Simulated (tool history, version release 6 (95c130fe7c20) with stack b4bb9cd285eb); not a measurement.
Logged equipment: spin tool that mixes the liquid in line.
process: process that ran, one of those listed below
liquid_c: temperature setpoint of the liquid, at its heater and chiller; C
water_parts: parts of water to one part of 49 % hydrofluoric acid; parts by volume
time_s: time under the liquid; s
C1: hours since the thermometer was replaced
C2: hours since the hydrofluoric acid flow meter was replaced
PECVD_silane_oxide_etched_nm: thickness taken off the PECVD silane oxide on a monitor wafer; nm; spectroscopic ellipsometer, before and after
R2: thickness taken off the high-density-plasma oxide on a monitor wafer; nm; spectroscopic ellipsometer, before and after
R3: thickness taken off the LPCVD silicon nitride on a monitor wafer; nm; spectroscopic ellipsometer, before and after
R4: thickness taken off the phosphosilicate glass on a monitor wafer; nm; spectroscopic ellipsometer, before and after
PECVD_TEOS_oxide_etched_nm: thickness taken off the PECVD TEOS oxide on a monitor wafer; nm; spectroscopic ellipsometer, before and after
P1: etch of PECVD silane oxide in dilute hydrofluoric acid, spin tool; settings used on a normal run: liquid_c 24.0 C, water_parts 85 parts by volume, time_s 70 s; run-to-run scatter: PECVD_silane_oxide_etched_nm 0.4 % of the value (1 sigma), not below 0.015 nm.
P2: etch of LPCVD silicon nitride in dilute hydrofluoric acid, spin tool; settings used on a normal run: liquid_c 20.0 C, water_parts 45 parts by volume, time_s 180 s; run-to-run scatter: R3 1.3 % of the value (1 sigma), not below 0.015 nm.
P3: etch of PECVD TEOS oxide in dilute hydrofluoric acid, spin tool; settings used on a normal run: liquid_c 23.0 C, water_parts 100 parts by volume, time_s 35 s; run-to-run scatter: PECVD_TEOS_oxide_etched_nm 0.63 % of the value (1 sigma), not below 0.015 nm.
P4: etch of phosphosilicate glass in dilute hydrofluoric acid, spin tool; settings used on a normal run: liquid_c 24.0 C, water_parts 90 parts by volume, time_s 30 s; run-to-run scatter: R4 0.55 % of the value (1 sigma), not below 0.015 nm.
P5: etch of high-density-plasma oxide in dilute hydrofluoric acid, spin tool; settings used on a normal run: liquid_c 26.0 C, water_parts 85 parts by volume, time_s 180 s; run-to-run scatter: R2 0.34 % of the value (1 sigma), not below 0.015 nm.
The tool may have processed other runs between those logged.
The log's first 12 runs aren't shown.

{"run": 13, "hour": 107.0, "process": "P1", "liquid_c": 24.0, "water_parts": 85, "time_s": 70, "C1": 808.6, "C2": 821.8, "PECVD_silane_oxide_etched_nm": 25.537}
{"run": 14, "hour": 112.8, "process": "P3", "liquid_c": 23.0, "water_parts": 30, "time_s": 35, "C1": 814.4, "C2": 827.6, "PECVD_TEOS_oxide_etched_nm": 16.565}
{"run": 15, "hour": 121.9, "process": "P1", "liquid_c": 24.0, "water_parts": 30, "time_s": 70, "C1": 823.5, "C2": 836.7, "PECVD_silane_oxide_etched_nm": 77.31}
{"run": 16, "hour": 126.8, "process": "P2", "liquid_c": 17.0, "water_parts": 45, "time_s": 180, "C1": 828.4, "C2": 841.6, "R3": 1.2342}
{"run": 17, "hour": 132.2, "process": "P4", "liquid_c": 24.0, "water_parts": 90, "time_s": 15, "C1": 833.8, "C2": 847.0, "R4": 27.887}
{"run": 18, "hour": 142.4, "process": "P4", "liquid_c": 24.0, "water_parts": 90, "time_s": 30, "C1": 844.0, "C2": 857.2, "R4": 55.096}
{"run": 19, "hour": 152.7, "process": "P1", "liquid_c": 24.0, "water_parts": 85, "time_s": 70, "C1": 854.3, "C2": 867.5, "PECVD_silane_oxide_etched_nm": 25.349}
{"run": 20, "hour": 159.1, "process": "P1", "liquid_c": 24.0, "water_parts": 85, "time_s": 70, "C1": 860.7, "C2": 873.9, "PECVD_silane_oxide_etched_nm": 25.332}
{"run": 21, "hour": 166.6, "process": "P1", "liquid_c": 24.0, "water_parts": 85, "time_s": 70, "C1": 868.2, "C2": 881.4, "PECVD_silane_oxide_etched_nm": 25.325}
{"run": 22, "hour": 175.4, "process": "P5", "liquid_c": 33.0, "water_parts": 85, "time_s": 180, "C1": 877.0, "C2": 890.2, "R2": 15.258}
{"run": 23, "hour": 182.2, "process": "P1", "liquid_c": 24.0, "water_parts": 140, "time_s": 70, "C1": 883.8, "C2": 897.0, "PECVD_silane_oxide_etched_nm": 14.415}
{"run": 24, "hour": 188.4, "process": "P1", "liquid_c": 24.0, "water_parts": 85, "time_s": 125, "C1": 890.0, "C2": 903.2, "PECVD_silane_oxide_etched_nm": 45.293}
{"run": 25, "hour": 195.4, "process": "P2", "liquid_c": 20.0, "water_parts": 45, "time_s": 180, "C1": 897.0, "C2": 910.2, "R3": 1.5486}
{"run": 26, "hour": 202.1, "process": "P5", "liquid_c": 26.0, "water_parts": 115, "time_s": 180, "C1": 903.7, "C2": 916.9, "R2": 8.4058}
{"run": 27, "hour": 207.5, "process": "P1", "liquid_c": 24.0, "water_parts": 85, "time_s": 70, "C1": 909.1, "C2": 922.3, "PECVD_silane_oxide_etched_nm": 25.366}
{"run": 28, "hour": 212.5, "process": "P2", "liquid_c": 20.0, "water_parts": 45, "time_s": 20, "C1": 914.1, "C2": 927.3, "R3": 0.17813}
{"run": 29, "hour": 222.4, "process": "P5", "liquid_c": 26.0, "water_parts": 85, "time_s": 180, "C1": 924.0, "C2": 937.2, "R2": 11.728}
{"run": 30, "hour": 229.5, "process": "P1", "liquid_c": 20.0, "water_parts": 85, "time_s": 70, "C1": 931.1, "C2": 944.3, "PECVD_silane_oxide_etched_nm": 21.583}
{"run": 31, "hour": 237.7, "process": "P1", "liquid_c": 31.0, "water_parts": 85, "time_s": 15, "C1": 939.3, "C2": 952.5, "PECVD_silane_oxide_etched_nm": 7.1672}
{"run": 32, "hour": 246.7, "process": "P5", "liquid_c": 26.0, "water_parts": 85, "time_s": 180, "C1": 948.3, "C2": 961.5, "R2": 11.699}
{"run": 33, "hour": 257.5, "process": "P2", "liquid_c": 20.0, "water_parts": 20, "time_s": 180, "C1": 959.1, "C2": 972.3, "R3": 3.3259}

Forecast run 34:
{"run": 34, "hour": 268.3, "process": "P1", "liquid_c": 24.0, "water_parts": 85, "time_s": 70, "C1": 969.9, "C2": 983.1, "PECVD_silane_oxide_etched_nm": "?"}

PECVD_silane_oxide_etched_nm: 25.4270 nm

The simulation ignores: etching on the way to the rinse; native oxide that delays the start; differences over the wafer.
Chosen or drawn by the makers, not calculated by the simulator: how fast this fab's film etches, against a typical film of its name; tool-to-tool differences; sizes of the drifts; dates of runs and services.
